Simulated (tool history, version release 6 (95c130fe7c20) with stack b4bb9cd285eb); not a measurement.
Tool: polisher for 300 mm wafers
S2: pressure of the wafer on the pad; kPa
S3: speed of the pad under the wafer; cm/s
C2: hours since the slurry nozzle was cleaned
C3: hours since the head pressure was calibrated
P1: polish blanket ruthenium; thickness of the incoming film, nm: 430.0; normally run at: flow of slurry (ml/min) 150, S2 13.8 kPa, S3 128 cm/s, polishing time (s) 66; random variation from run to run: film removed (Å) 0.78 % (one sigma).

run 1 hour=6.2 | flow_of_slurry_(ml/min)=150 S2=13.8 S3=128 polishing_time_(s)=66 | wafers_polished_on_this_pad=269 C2=224.6 C3=345.5 | film_removed_(Å)=792.6
run 2 hour=14.8 | flow_of_slurry_(ml/min)=150 S2=22.1 S3=128 polishing_time_(s)=66 | wafers_polished_on_this_pad=376 C2=233.2 C3=354.1 | film_removed_(Å)=1284.3
run 3 hour=21.6 | flow_of_slurry_(ml/min)=150 S2=13.8 S3=128 polishing_time_(s)=95 | wafers_polished_on_this_pad=461 C2=240 C3=360.9 | film_removed_(Å)=1142.1
run 4 hour=32.3 | flow_of_slurry_(ml/min)=110 S2=13.8 S3=128 polishing_time_(s)=66 | wafers_polished_on_this_pad=595 C2=250.7 C3=371.6 | film_removed_(Å)=758.28
run 5 hour=42.3 | flow_of_slurry_(ml/min)=150 S2=13.8 S3=128 polishing_time_(s)=66 | wafers_polished_on_this_pad=719 C2=260.7 C3=381.6 | film_removed_(Å)=791.24
run 6 hour=52.8 | flow_of_slurry_(ml/min)=150 S2=13.8 S3=176 polishing_time_(s)=66 | wafers_polished_on_this_pad=850 C2=271.2 C3=392.1 | film_removed_(Å)=1071.3
run 7 hour=59.5 | flow_of_slurry_(ml/min)=150 S2=13.8 S3=128 polishing_time_(s)=30 | wafers_polished_on_this_pad=934 C2=277.9 C3=398.8 | film_removed_(Å)=356.43
run 8 hour=70.6 | flow_of_slurry_(ml/min)=150 S2=13.8 S3=128 polishing_time_(s)=66 | wafers_polished_on_this_pad=1072 C2=289 C3=409.9 | film_removed_(Å)=794.3
run 9 hour=78.9 | flow_of_slurry_(ml/min)=150 S2=13.8 S3=128 polishing_time_(s)=66 | wafers_polished_on_this_pad=1175 C2=297.3 C3=418.2 | film_removed_(Å)=799.52
run 10 hour=85.5 | flow_of_slurry_(ml/min)=225 S2=13.8 S3=128 polishing_time_(s)=66 | wafers_polished_on_this_pad=1258 C2=303.9 C3=424.8 | film_removed_(Å)=845.06
run 11 hour=98.6 | flow_of_slurry_(ml/min)=150 S2=6.2 S3=128 polishing_time_(s)=66 | wafers_polished_on_this_pad=1421 C2=317 C3=437.9 | film_removed_(Å)=359.5
run 12 hour=106.3 | flow_of_slurry_(ml/min)=150 S2=13.8 S3=58 polishing_time_(s)=66 | wafers_polished_on_this_pad=1517 C2=324.7 C3=445.6 | film_removed_(Å)=360.59
run 13 hour=115 | flow_of_slurry_(ml/min)=150 S2=13.8 S3=74 polishing_time_(s)=88 | wafers_polished_on_this_pad=1625 C2=333.4 C3=454.3 | film_removed_(Å)=613.72
run 14 hour=124.3 | flow_of_slurry_(ml/min)=150 S2=13.8 S3=128 polishing_time_(s)=66 | wafers_polished_on_this_pad=1741 C2=342.7 C3=463.6 | film_removed_(Å)=796.73
run 15 hour=135 | flow_of_slurry_(ml/min)=150 S2=13.8 S3=128 polishing_time_(s)=66 | wafers_polished_on_this_pad=1874 C2=353.4 C3=474.3 | film_removed_(Å)=780.46
run 16 hour=147.1 | flow_of_slurry_(ml/min)=150 S2=13.8 S3=128 polishing_time_(s)=66 | wafers_polished_on_this_pad=2025 C2=365.5 C3=486.4 | film_removed_(Å)=762.97
run 17 hour=153.8 | flow_of_slurry_(ml/min)=150 S2=13.8 S3=128 polishing_time_(s)=66 | wafers_polished_on_this_pad=2109 C2=372.2 C3=493.1 | film_removed_(Å)=754.82
run 18 hour=161.7 | flow_of_slurry_(ml/min)=150 S2=13.8 S3=128 polishing_time_(s)=66 | wafers_polished_on_this_pad=2207 C2=380.1 C3=501 | film_removed_(Å)=744.16
-- hour=163 worn pad replaced by a new one
run 19 hour=176 | flow_of_slurry_(ml/min)=150 S2=13.8 S3=128 polishing_time_(s)=66 | wafers_polished_on_this_pad=162 C2=394.4 C3=515.3 | film_removed_(Å)=732.14
run 20 hour=187.3 | flow_of_slurry_(ml/min)=150 S2=13.8 S3=128 polishing_time_(s)=66 | wafers_polished_on_this_pad=303 C2=405.7 C3=526.6 | film_removed_(Å)=731.44

Run 21 comes next. What will it give?
run 21 hour=199.2 | flow_of_slurry_(ml/min)=150 S2=13.8 S3=128 polishing_time_(s)=66 | wafers_polished_on_this_pad=452 C2=417.6 C3=538.5 | film_removed_(Å)=?

{"run 21": {"film removed (Å)": 736.75}}
